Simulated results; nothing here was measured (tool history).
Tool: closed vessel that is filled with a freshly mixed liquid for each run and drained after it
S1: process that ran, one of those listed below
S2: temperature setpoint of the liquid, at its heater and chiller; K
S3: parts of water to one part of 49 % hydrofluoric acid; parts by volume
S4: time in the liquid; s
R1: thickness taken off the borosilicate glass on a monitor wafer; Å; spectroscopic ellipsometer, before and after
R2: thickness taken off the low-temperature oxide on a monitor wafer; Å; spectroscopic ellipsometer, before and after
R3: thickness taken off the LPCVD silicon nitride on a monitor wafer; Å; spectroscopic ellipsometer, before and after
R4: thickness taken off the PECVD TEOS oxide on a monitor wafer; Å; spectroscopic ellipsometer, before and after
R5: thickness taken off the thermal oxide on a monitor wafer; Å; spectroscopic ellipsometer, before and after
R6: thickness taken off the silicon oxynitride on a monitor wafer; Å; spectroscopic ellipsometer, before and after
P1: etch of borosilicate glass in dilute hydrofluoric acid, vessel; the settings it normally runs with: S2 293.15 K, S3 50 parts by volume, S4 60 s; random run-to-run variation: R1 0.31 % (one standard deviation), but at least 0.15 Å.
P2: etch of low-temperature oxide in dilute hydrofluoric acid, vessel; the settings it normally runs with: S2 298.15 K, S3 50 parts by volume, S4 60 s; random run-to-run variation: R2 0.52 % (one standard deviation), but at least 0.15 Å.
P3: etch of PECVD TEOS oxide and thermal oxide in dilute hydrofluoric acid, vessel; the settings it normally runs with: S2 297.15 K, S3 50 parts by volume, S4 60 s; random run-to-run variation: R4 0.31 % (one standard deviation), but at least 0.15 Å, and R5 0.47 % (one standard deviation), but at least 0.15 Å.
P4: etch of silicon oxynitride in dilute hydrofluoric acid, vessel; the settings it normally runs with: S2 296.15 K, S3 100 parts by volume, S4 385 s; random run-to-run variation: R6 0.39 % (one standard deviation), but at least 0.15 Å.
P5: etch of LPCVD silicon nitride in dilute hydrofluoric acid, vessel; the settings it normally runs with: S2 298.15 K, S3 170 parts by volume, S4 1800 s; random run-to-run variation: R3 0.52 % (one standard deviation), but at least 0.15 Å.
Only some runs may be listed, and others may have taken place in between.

{"run": 1, "hour": 9.7, "S1": "P1", "S2": 293.15, "S3": 50, "S4": 60, "R1": 402.36}
{"run": 2, "hour": 20.7, "S1": "P1", "S2": 293.15, "S3": 50, "S4": 60, "R1": 401.04}
{"run": 3, "hour": 31.4, "S1": "P1", "S2": 293.15, "S3": 30, "S4": 60, "R1": 680.44}
{"run": 4, "hour": 40.1, "S1": "P2", "S2": 298.15, "S3": 50, "S4": 60, "R2": 175.22}
{"run": 5, "hour": 45.5, "S1": "P1", "S2": 293.15, "S3": 50, "S4": 60, "R1": 399.1}
{"run": 6, "hour": 52.4, "S1": "P5", "S2": 298.15, "S3": 170, "S4": 905, "R3": 25.566}
{"run": 7, "hour": 62.7, "S1": "P5", "S2": 298.15, "S3": 90, "S4": 1800, "R3": 95.722}
{"run": 8, "hour": 70.1, "S1": "P2", "S2": 298.15, "S3": 50, "S4": 110, "R2": 316.31}
{"hour": 78.5, "done": "thermometer replaced"}
{"run": 9, "hour": 80.1, "S1": "P3", "S2": 297.15, "S3": 50, "S4": 60, "R4": 257.87, "R5": 58.238}
{"run": 10, "hour": 88.9, "S1": "P5", "S2": 290.65, "S3": 170, "S4": 1800, "R3": 30.895}
{"run": 11, "hour": 95.3, "S1": "P4", "S2": 290.15, "S3": 100, "S4": 385, "R6": 41.737}
{"run": 12, "hour": 101.0, "S1": "P4", "S2": 296.15, "S3": 165, "S4": 385, "R6": 32.016}
{"run": 13, "hour": 107.0, "S1": "P4", "S2": 296.15, "S3": 100, "S4": 385, "R6": 55.198}
{"run": 14, "hour": 117.6, "S1": "P1", "S2": 290.15, "S3": 50, "S4": 30, "R1": 175.5}
{"run": 15, "hour": 127.6, "S1": "P1", "S2": 293.15, "S3": 50, "S4": 60, "R1": 398.78}
{"run": 16, "hour": 135.4, "S1": "P1", "S2": 293.15, "S3": 50, "S4": 30, "R1": 199.45}
{"run": 17, "hour": 141.5, "S1": "P2", "S2": 306.15, "S3": 50, "S4": 60, "R2": 235.28}
{"run": 18, "hour": 150.9, "S1": "P1", "S2": 293.15, "S3": 50, "S4": 60, "R1": 398.44}
{"run": 19, "hour": 160.5, "S1": "P3", "S2": 301.65, "S3": 50, "S4": 60, "R4": 310.86, "R5": 70.0}
{"run": 20, "hour": 170.8, "S1": "P5", "S2": 298.15, "S3": 170, "S4": 1800, "R3": 51.201}
{"run": 21, "hour": 181.8, "S1": "P1", "S2": 290.15, "S3": 50, "S4": 60, "R1": 350.39}
{"run": 22, "hour": 190.0, "S1": "P1", "S2": 298.65, "S3": 50, "S4": 60, "R1": 503.25}
{"run": 23, "hour": 200.1, "S1": "P3", "S2": 297.15, "S3": 50, "S4": 60, "R4": 258.21, "R5": 58.158}
{"run": 24, "hour": 208.9, "S1": "P5", "S2": 298.15, "S3": 170, "S4": 1800, "R3": 50.778}
{"run": 25, "hour": 218.4, "S1": "P3", "S2": 297.15, "S3": 50, "S4": 95, "R4": 409.2, "R5": 93.208}
{"run": 26, "hour": 226.9, "S1": "P4", "S2": 296.15, "S3": 100, "S4": 145, "R6": 20.824}
{"run": 27, "hour": 237.5, "S1": "P3", "S2": 297.15, "S3": 90, "S4": 60, "R4": 136.21, "R5": 30.741}
{"run": 28, "hour": 247.9, "S1": "P2", "S2": 298.15, "S3": 20, "S4": 60, "R2": 445.7}
{"run": 29, "hour": 258.2, "S1": "P1", "S2": 293.15, "S3": 50, "S4": 115, "R1": 761.16}
{"run": 30, "hour": 268.7, "S1": "P1", "S2": 293.15, "S3": 85, "S4": 60, "R1": 226.55}
{"run": 31, "hour": 277.5, "S1": "P1", "S2": 293.15, "S3": 50, "S4": 60, "R1": 402.76}
{"run": 32, "hour": 282.8, "S1": "P1", "S2": 293.15, "S3": 50, "S4": 60, "R1": 408.87}
{"run": 33, "hour": 290.3, "S1": "P1", "S2": 293.15, "S3": 50, "S4": 60, "R1": 413.29}
{"run": 34, "hour": 301.0, "S1": "P1", "S2": 293.15, "S3": 50, "S4": 60, "R1": 423.31}
{"run": 35, "hour": 311.7, "S1": "P1", "S2": 293.15, "S3": 50, "S4": 60, "R1": 429.52}
{"run": 36, "hour": 320.9, "S1": "P1", "S2": 293.15, "S3": 50, "S4": 60, "R1": 433.74}
{"run": 37, "hour": 327.3, "S1": "P1", "S2": 293.15, "S3": 50, "S4": 60, "R1": 434.59}
{"run": 38, "hour": 336.8, "S1": "P1", "S2": 293.15, "S3": 50, "S4": 60, "R1": 432.36}

Expected results for the next run?
{"run": 39, "hour": 346.0, "S1": "P1", "S2": 293.15, "S3": 50, "S4": 60, "R1": "?"}

{"run 39": {"R1": 434.77}}
